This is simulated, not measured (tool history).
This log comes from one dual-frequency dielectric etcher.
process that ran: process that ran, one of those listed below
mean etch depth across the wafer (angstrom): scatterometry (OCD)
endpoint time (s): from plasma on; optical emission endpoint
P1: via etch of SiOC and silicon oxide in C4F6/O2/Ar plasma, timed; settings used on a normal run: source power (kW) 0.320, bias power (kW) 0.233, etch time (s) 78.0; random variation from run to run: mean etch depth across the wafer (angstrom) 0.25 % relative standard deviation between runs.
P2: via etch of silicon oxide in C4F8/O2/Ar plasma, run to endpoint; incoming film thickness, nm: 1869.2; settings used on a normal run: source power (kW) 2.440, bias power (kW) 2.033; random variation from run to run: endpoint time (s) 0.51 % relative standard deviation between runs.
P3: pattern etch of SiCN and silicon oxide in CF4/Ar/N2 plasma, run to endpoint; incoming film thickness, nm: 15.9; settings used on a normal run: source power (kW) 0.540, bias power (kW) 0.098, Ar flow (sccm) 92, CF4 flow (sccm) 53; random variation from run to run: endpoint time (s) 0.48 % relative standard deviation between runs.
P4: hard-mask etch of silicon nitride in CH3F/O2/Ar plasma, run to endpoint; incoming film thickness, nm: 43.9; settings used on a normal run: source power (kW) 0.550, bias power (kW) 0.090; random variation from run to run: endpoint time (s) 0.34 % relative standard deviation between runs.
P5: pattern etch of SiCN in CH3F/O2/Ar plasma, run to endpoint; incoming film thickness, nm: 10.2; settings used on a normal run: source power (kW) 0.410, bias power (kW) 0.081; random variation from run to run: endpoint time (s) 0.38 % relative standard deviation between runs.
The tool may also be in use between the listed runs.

| run | hour | process that ran | source power (kW) | bias power (kW) | etch time (s) | Ar flow (sccm) | CF4 flow (sccm) | hours since the last wet clean | hours since the last source power generator calibration | hours since the last bias power generator calibration | mean etch depth across the wafer (angstrom) | endpoint time (s) |
|---|---|---|---|---|---|---|---|---|---|---|---|---|
| 1 | 10.5 | P1 | 0.320 | 0.233 | 78.0 |  |  | 127.2 | 1462.2 | 2951.5 | 901.09 |  |
| 2 | 20.7 | P4 | 0.730 | 0.090 |  |  |  | 137.4 | 1472.4 | 2961.7 |  | 45.762 |
| 3 | 32.7 | P1 | 0.320 | 0.233 | 112.0 |  |  | 149.4 | 1484.4 | 2973.7 | 1293.70 |  |
| 4 | 43.7 | P4 | 0.550 | 0.061 |  |  |  | 160.4 | 1495.4 | 2984.7 |  | 57.916 |
| 5 | 52.1 | P1 | 0.440 | 0.233 | 78.0 |  |  | 168.8 | 1503.8 | 2993.1 | 1022.40 |  |
| 6 | 65.0 | P3 | 0.540 | 0.098 |  | 92 | 53 | 181.7 | 1516.7 | 3006.0 |  | 14.675 |
| 7 | 76.7 | P1 | 0.320 | 0.325 | 78.0 |  |  | 193.4 | 1528.4 | 3017.7 | 1012.30 |  |
| 8 | 88.4 | P1 | 0.320 | 0.233 | 78.0 |  |  | 205.1 | 1540.1 | 3029.4 | 902.69 |  |
| 9 | 99.7 | P1 | 0.320 | 0.233 | 78.0 |  |  | 216.4 | 1551.4 | 3040.7 | 898.92 |  |
| 10 | 112.6 | P2 | 2.440 | 2.033 |  |  |  | 229.3 | 1564.3 | 3053.6 |  | 338.470 |
| 11 | 119.5 | P3 | 0.540 | 0.123 |  | 92 | 53 | 236.2 | 1571.2 | 3060.5 |  | 13.515 |
| 12 | 129.5 | P1 | 0.320 | 0.233 | 78.0 |  |  | 246.2 | 1581.2 | 3070.5 | 904.67 |  |
| 13 | 141.7 | P1 | 0.430 | 0.179 | 78.0 |  |  | 258.4 | 1593.4 | 3082.7 | 928.67 |  |
| 14 | 154.4 | P1 | 0.320 | 0.233 | 48.0 |  |  | 271.1 | 1606.1 | 3095.4 | 556.37 |  |
| 15 | 164.1 | P5 | 0.410 | 0.063 |  |  |  | 280.8 | 1615.8 | 3105.1 |  | 28.689 |
| 16 | 175.0 | P1 | 0.440 | 0.233 | 47.5 |  |  | 291.7 | 1626.7 | 3116.0 | 621.23 |  |
| 17 | 188.1 | P2 | 2.440 | 2.644 |  |  |  | 304.8 | 1639.8 | 3129.1 |  | 306.480 |
| 18 | 201.9 | P2 | 1.460 | 2.033 |  |  |  | 318.6 | 1653.6 | 3142.9 |  | 412.270 |
| 19 | 209.9 | P3 | 0.540 | 0.098 |  | 64 | 53 | 326.6 | 1661.6 | 3150.9 |  | 13.973 |
| 20 | 219.0 | P4 | 0.550 | 0.090 |  |  |  | 335.7 | 1670.7 | 3160.0 |  | 50.930 |
|  | 228.6 | source power generator calibrated |
| 21 | 233.0 | P1 | 0.320 | 0.233 | 78.0 |  |  | 349.7 | 4.4 | 3174.0 | 902.88 |  |
| 22 | 243.6 | P1 | 0.320 | 0.233 | 78.0 |  |  | 360.3 | 15.0 | 3184.6 | 902.52 |  |
| 23 | 257.4 | P5 | 0.560 | 0.081 |  |  |  | 374.1 | 28.8 | 3198.4 |  | 23.325 |
| 24 | 270.0 | P1 | 0.320 | 0.233 | 78.0 |  |  | 386.7 | 41.4 | 3211.0 | 905.92 |  |
| 25 | 283.0 | P3 | 0.670 | 0.098 |  | 92 | 53 | 399.7 | 54.4 | 3224.0 |  | 12.326 |
| 26 | 295.9 | P1 | 0.220 | 0.233 | 78.0 |  |  | 412.6 | 67.3 | 3236.9 | 781.14 |  |
| 27 | 302.3 | P3 | 0.540 | 0.098 |  | 92 | 53 | 419.0 | 73.7 | 3243.3 |  | 14.919 |
| 28 | 315.2 | P4 | 0.550 | 0.090 |  |  |  | 431.9 | 86.6 | 3256.2 |  | 51.239 |
| 29 | 325.3 | P3 | 0.540 | 0.098 |  | 92 | 73 | 442.0 | 96.7 | 3266.3 |  | 14.213 |
| 30 | 339.1 | P1 | 0.420 | 0.233 | 51.0 |  |  | 455.8 | 110.5 | 3280.1 | 652.81 |  |
| 31 | 347.0 | P5 | 0.410 | 0.081 |  |  |  | 463.7 | 118.4 | 3288.0 |  | 26.285 |
| 32 | 356.3 | P1 | 0.320 | 0.144 | 78.0 |  |  | 473.0 | 127.7 | 3297.3 | 772.17 |  |
| 33 | 362.8 | P1 | 0.320 | 0.233 | 78.0 |  |  | 479.5 | 134.2 | 3303.8 | 908.13 |  |
| 34 | 369.7 | P1 | 0.320 | 0.233 | 78.0 |  |  | 486.4 | 141.1 | 3310.7 | 896.80 |  |
| 35 | 379.6 | P1 | 0.320 | 0.233 | 78.0 |  |  | 496.3 | 151.0 | 3320.6 | 892.05 |  |
| 36 | 392.7 | P1 | 0.320 | 0.233 | 78.0 |  |  | 509.4 | 164.1 | 3333.7 | 888.05 |  |
| 37 | 401.9 | P1 | 0.320 | 0.233 | 78.0 |  |  | 518.6 | 173.3 | 3342.9 | 888.98 |  |
|  | 404.9 | wet clean of the chamber |
| 38 | 414.6 | P1 | 0.320 | 0.233 | 78.0 |  |  | 9.8 | 186.0 | 3355.6 | 889.75 |  |
| 39 | 423.3 | P1 | 0.320 | 0.233 | 78.0 |  |  | 18.5 | 194.7 | 3364.3 | 890.35 |  |

The log shows P1 creeping away from where it was. Any of the 2 causes listed here, at the size stated for it, fits the log just as well as the others:
A: source power that arrives under what is set, % = 4.25
B: bias power that arrives under what is set, % = 4.71
Creep in the process output first set in at about hour 362.8.
All other causes, with the reason each is excluded:
chamber walls in a state that lowers the etch rate, %: serviced after onset, at hour 404.9, with no recovery of the prior output

Of the 4 check runs below, each run on 3 wafers with the results averaged and each result still a question mark, which one would tell the listed causes apart?
| check 1 | 432.0 | P5 | 0.520 | 0.068 |  |  |  |  |  |  |  | ? |
| check 2 | 432.0 | P3 | 0.540 | 0.098 |  | 69 | 53 |  |  |  |  | ? |
| check 3 | 432.0 | P2 | 1.740 | 2.033 |  |  |  |  |  |  |  | ? |
| check 4 | 432.0 | P4 | 0.700 | 0.067 |  |  |  |  |  |  |  | ? |

Expected result of each check under each candidate cause:
| check | result | if A | if B |
|---|---|---|---|
| check 1 | endpoint time (s) | 25.914 | 25.912 |
| check 2 | endpoint time (s) | 14.777 | 14.465 |
| check 3 | endpoint time (s) | 391.160 | 389.850 |
| check 4 | endpoint time (s) | 52.284 | 52.212 |
Per-check spread between the two closest causes, in the result where they differ most: check 1 0.01 %; check 2 2.13 %; check 3 0.34 %; check 4 0.14 %
Check 2 distinguishes between the causes, while the remaining checks would return nearly the same result for all of them.

Check 2 was then run and gave: endpoint time (s) 14.771. Which cause is it?

A is the cause: source power that arrives under what is set, %.

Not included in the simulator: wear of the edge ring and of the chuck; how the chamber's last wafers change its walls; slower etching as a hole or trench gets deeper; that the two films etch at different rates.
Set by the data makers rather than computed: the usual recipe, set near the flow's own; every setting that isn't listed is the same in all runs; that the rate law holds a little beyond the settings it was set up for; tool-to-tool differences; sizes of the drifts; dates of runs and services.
